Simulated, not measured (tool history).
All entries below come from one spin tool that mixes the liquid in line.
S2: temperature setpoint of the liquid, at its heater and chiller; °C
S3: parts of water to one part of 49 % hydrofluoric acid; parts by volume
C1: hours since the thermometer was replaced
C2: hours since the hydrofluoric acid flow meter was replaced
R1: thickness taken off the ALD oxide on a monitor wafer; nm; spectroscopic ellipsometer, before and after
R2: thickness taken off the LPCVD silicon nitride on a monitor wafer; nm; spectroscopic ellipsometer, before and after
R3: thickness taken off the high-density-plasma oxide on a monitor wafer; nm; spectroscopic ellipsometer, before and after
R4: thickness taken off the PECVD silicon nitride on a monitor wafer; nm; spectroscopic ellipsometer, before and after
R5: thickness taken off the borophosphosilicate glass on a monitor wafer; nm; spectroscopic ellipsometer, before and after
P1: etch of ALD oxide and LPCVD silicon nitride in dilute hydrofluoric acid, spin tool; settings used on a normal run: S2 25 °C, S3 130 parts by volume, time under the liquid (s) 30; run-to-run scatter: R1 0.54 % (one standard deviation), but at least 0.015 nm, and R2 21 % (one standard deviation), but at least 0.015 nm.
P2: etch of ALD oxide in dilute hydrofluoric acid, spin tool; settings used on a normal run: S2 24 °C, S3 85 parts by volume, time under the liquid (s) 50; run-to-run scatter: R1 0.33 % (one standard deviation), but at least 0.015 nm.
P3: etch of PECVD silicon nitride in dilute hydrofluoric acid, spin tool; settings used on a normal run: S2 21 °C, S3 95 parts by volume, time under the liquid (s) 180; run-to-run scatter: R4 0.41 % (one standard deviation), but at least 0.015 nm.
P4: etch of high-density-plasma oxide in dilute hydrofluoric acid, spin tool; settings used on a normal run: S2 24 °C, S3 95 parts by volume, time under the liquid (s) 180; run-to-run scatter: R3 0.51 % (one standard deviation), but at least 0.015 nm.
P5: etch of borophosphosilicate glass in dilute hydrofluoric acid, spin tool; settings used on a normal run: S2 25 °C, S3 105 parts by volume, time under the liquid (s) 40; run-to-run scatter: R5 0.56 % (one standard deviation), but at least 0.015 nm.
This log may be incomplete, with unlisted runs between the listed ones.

{"run": 1, "hour": 6.9, "process that ran": "P1", "S2": 25, "S3": 130, "time under the liquid (s)": 30, "C1": 1406.4, "C2": 196.9, "R1": 7.5205, "R2": 0.10767}
{"run": 2, "hour": 14.0, "process that ran": "P2", "S2": 29.5, "S3": 85, "time under the liquid (s)": 50, "C1": 1413.5, "C2": 204, "R1": 12.479}
{"run": 3, "hour": 19.9, "process that ran": "P4", "S2": 24, "S3": 95, "time under the liquid (s)": 180, "C1": 1419.4, "C2": 209.9, "R3": 11.918}
{"run": 4, "hour": 24.0, "process that ran": "P2", "S2": 24, "S3": 25, "time under the liquid (s)": 50, "C1": 1423.5, "C2": 214, "R1": 36.754}
{"run": 5, "hour": 29.6, "process that ran": "P1", "S2": 25, "S3": 130, "time under the liquid (s)": 30, "C1": 1429.1, "C2": 219.6, "R1": 7.5424, "R2": 0.076757}
{"run": 6, "hour": 35.2, "process that ran": "P3", "S2": 21, "S3": 135, "time under the liquid (s)": 180, "C1": 1434.7, "C2": 225.2, "R4": 4.1415}
{"run": 7, "hour": 43.2, "process that ran": "P1", "S2": 25, "S3": 60, "time under the liquid (s)": 30, "C1": 1442.7, "C2": 233.2, "R1": 18.051, "R2": 0.29688}
{"run": 8, "hour": 49.7, "process that ran": "P4", "S2": 24, "S3": 95, "time under the liquid (s)": 180, "C1": 1449.2, "C2": 239.7, "R3": 11.919}
{"run": 9, "hour": 54.1, "process that ran": "P2", "S2": 24, "S3": 85, "time under the liquid (s)": 20, "C1": 1453.6, "C2": 244.1, "R1": 4.0177}
{"run": 10, "hour": 62.2, "process that ran": "P5", "S2": 25, "S3": 105, "time under the liquid (s)": 70, "C1": 1461.7, "C2": 252.2, "R5": 33.141}
{"run": 11, "hour": 66.5, "process that ran": "P5", "S2": 18, "S3": 105, "time under the liquid (s)": 40, "C1": 1466, "C2": 256.5, "R5": 14.262}
{"run": 12, "hour": 72.2, "process that ran": "P1", "S2": 25, "S3": 130, "time under the liquid (s)": 30, "C1": 1471.7, "C2": 262.2, "R1": 7.5445, "R2": 0.12347}
{"run": 13, "hour": 76.5, "process that ran": "P1", "S2": 25, "S3": 130, "time under the liquid (s)": 60, "C1": 1476, "C2": 266.5, "R1": 15.185, "R2": 0.28756}
{"run": 14, "hour": 81.5, "process that ran": "P1", "S2": 29.5, "S3": 40, "time under the liquid (s)": 30, "C1": 1481, "C2": 271.5, "R1": 33.35, "R2": 0.47762}
{"run": 15, "hour": 87.1, "process that ran": "P1", "S2": 29, "S3": 130, "time under the liquid (s)": 30, "C1": 1486.6, "C2": 277.1, "R1": 8.9083, "R2": 0.076141}
{"run": 16, "hour": 95.5, "process that ran": "P3", "S2": 21, "S3": 95, "time under the liquid (s)": 180, "C1": 1495, "C2": 285.5, "R4": 5.8854}
{"hour": 97.7, "done": "thermometer replaced"}
{"run": 17, "hour": 103.7, "process that ran": "P1", "S2": 25, "S3": 130, "time under the liquid (s)": 30, "C1": 6, "C2": 293.7, "R1": 7.5688, "R2": 0.06351}
{"run": 18, "hour": 108.9, "process that ran": "P1", "S2": 25, "S3": 130, "time under the liquid (s)": 15, "C1": 11.2, "C2": 298.9, "R1": 3.7824, "R2": 0.074341}
{"run": 19, "hour": 113.2, "process that ran": "P2", "S2": 24, "S3": 85, "time under the liquid (s)": 50, "C1": 15.5, "C2": 303.2, "R1": 10.038}
{"run": 20, "hour": 121.4, "process that ran": "P3", "S2": 21, "S3": 95, "time under the liquid (s)": 180, "C1": 23.7, "C2": 311.4, "R4": 5.9067}
{"run": 21, "hour": 128.6, "process that ran": "P4", "S2": 24, "S3": 165, "time under the liquid (s)": 180, "C1": 30.9, "C2": 318.6, "R3": 6.3301}
{"run": 22, "hour": 135.3, "process that ran": "P3", "S2": 17, "S3": 95, "time under the liquid (s)": 180, "C1": 37.6, "C2": 325.3, "R4": 4.4631}
{"run": 23, "hour": 140.7, "process that ran": "P3", "S2": 21, "S3": 95, "time under the liquid (s)": 70, "C1": 43, "C2": 330.7, "R4": 2.2999}

Run 24 comes next. What will it give?
{"run": 24, "hour": 144.7, "process that ran": "P5", "S2": 25, "S3": 155, "time under the liquid (s)": 40, "C1": 47, "C2": 334.7, "R5": "?"}

{"run 24": {"R5": 12.021}}
